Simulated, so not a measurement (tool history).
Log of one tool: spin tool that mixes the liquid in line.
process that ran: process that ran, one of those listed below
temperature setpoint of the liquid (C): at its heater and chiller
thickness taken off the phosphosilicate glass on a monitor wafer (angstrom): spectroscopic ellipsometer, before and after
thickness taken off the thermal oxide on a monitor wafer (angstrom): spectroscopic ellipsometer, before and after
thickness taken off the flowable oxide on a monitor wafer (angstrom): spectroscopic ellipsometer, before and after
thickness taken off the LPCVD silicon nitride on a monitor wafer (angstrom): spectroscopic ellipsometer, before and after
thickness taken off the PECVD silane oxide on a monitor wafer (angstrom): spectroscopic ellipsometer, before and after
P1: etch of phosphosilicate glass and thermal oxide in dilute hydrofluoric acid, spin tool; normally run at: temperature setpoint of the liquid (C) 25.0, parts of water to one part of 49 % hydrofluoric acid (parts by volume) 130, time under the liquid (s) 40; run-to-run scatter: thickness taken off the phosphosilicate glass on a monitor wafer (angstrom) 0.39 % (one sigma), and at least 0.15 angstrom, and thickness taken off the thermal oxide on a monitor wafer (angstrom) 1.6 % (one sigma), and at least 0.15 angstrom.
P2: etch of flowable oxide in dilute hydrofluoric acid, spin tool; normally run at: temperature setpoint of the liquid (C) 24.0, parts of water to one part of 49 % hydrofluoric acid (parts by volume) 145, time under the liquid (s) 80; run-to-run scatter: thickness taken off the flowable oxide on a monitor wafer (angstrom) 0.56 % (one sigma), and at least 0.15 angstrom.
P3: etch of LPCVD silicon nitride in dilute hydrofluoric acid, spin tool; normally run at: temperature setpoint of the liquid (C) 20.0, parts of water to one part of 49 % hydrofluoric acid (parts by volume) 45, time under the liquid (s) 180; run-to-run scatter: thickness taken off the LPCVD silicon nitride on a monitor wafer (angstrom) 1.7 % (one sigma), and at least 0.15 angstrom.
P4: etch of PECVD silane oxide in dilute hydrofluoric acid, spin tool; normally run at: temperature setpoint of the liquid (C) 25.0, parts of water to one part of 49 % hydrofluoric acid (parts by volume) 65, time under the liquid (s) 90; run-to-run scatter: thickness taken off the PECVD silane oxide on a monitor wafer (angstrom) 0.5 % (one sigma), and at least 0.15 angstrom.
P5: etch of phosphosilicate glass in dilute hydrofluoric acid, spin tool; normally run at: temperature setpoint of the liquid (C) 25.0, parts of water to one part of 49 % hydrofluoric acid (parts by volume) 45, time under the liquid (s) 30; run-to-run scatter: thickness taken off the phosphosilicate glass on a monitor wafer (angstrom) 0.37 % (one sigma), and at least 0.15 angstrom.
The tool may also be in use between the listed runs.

run,day,process that ran,temperature setpoint of the liquid (C),parts of water to one part of 49 % hydrofluoric acid (parts by volume),time under the liquid (s),hours since the thermometer was replaced,hours since the hydrofluoric acid flow meter was replaced,thickness taken off the phosphosilicate glass on a monitor wafer (angstrom),thickness taken off the thermal oxide on a monitor wafer (angstrom),thickness taken off the flowable oxide on a monitor wafer (angstrom),thickness taken off the LPCVD silicon nitride on a monitor wafer (angstrom),thickness taken off the PECVD silane oxide on a monitor wafer (angstrom)
1,0.588,P1,25.0,130,40,595.5,556.2,388.42,14.7280,,,
2,0.967,P1,25.0,130,40,604.6,565.3,389.31,14.6000,,,
3,1.333,P1,25.0,130,20,613.4,574.1,194.42,7.3196,,,
4,1.912,P2,24.0,145,45,627.3,588.0,,,170.69,,
5,2.317,P2,17.0,145,80,637.0,597.7,,,228.10,,
6,2.908,P3,27.5,45,180,651.2,611.9,,,,25.745,
7,3.275,P3,20.0,45,260,660.0,620.7,,,,22.426,
8,3.725,P5,32.5,45,30,670.8,631.5,1083.90,,,,
9,4.338,P1,17.5,130,40,685.5,646.2,289.29,10.6510,,,
10,4.754,P1,25.0,200,40,695.5,656.2,235.32,8.4326,,,
11,5.350,P4,25.0,65,90,709.8,670.5,,,,,223.66
12,5.675,P2,24.0,235,80,717.6,678.3,,,169.33,,
13,6.004,P5,25.0,45,30,725.5,686.2,807.43,,,,
14,6.450,P3,20.0,45,180,736.2,696.9,,,,15.625,
15,6.929,P1,25.0,130,40,747.7,708.4,388.98,14.4020,,,
16,7.417,P1,25.0,130,40,759.4,720.1,390.84,14.4540,,,
17,7.829,P5,25.0,45,30,769.3,730.0,805.00,,,,
18,8.179,P1,17.0,130,60,777.7,738.4,427.50,15.3140,,,
19,8.462,P3,20.0,20,180,784.5,745.2,,,,33.700,
20,8.979,P4,33.0,65,90,796.9,757.6,,,,,308.43
21,9.321,P5,25.0,80,30,805.1,765.8,432.92,,,,
22,9.758,P1,25.0,130,40,815.6,776.3,390.55,14.8990,,,
23,10.371,P2,24.0,145,80,830.3,791.0,,,305.44,,
24,10.904,P1,25.0,130,80,843.1,803.8,783.15,28.9350,,,
25,11.392,P5,25.0,45,15,854.8,815.5,402.16,,,,
26,11.992,P1,25.0,80,40,869.2,829.9,671.67,24.3400,,,
27,12.612,P4,25.0,65,165,884.1,844.8,,,,,409.77
28,13.233,P4,25.0,30,90,899.0,859.7,,,,,507.02
29,13.529,P1,29.0,130,40,906.1,866.8,454.69,16.6780,,,
30,14.042,P1,25.0,130,40,918.4,879.1,392.20,14.8660,,,
31,14.550,P1,25.0,130,40,930.6,891.3,377.23,14.1900,,,
32,14.858,P1,25.0,130,40,938.0,898.7,373.15,13.9930,,,
33,15.158,P1,25.0,130,40,945.2,905.9,367.33,13.9660,,,
34,15.662,P1,25.0,130,40,957.3,918.0,364.16,13.5070,,,
35,16.096,P1,25.0,130,40,967.7,928.4,359.99,13.1920,,,
36,16.708,P1,25.0,130,40,982.4,943.1,358.49,13.0470,,,
37,17.279,P1,25.0,130,40,996.1,956.8,357.05,13.7580,,,
38,17.567,P1,25.0,130,40,1003.0,963.7,358.53,13.4700,,,
39,17.912,P1,25.0,130,40,1011.3,972.0,355.55,12.8500,,,
40,18.379,P1,25.0,130,40,1022.5,983.2,357.63,13.5340,,,
41,18.775,P1,25.0,130,40,1032.0,992.7,354.40,13.7950,,,

What P1 gives has crept away from where it was. These 2 causes fit the log equally well, each at the size given:
A: hydrofluoric acid flow below the setpoint (%) = 7.55
B: liquid colder than its thermometer reads (K) = 2.35
The creep began at about day 14.042.

4 check runs are offered, each on 3 wafers whose results are averaged, their results left as question marks. Which one tells the causes apart?
check 1,19.171,P5,32.0,65,30,,,?,,,,
check 2,19.171,P4,32.0,65,155,,,,,,,?
check 3,19.171,P2,20.0,145,80,,,,,?,,
check 4,19.171,P3,27.5,45,180,,,,,,?,

What each check would give under each cause:
check,result,if A,if B
check 1,thickness taken off the phosphosilicate glass on a monitor wafer (angstrom),654.06,651.81
check 2,thickness taken off the PECVD silane oxide on a monitor wafer (angstrom),464.56,462.96
check 3,thickness taken off the flowable oxide on a monitor wafer (angstrom),237.43,236.46
check 4,thickness taken off the LPCVD silicon nitride on a monitor wafer (angstrom),23.643,21.845
How far apart the two closest causes lie, in the result that separates them most: check 1 0.35 %; check 2 0.35 %; check 3 0.41 %; check 4 7.91 %
Only check 4 tells the causes apart: in the others they would give nearly the same result.

Check 4 was then run and gave: thickness taken off the LPCVD silicon nitride on a monitor wafer (angstrom) 21.599. Which cause is it?

It is B: liquid colder than its thermometer reads (K).

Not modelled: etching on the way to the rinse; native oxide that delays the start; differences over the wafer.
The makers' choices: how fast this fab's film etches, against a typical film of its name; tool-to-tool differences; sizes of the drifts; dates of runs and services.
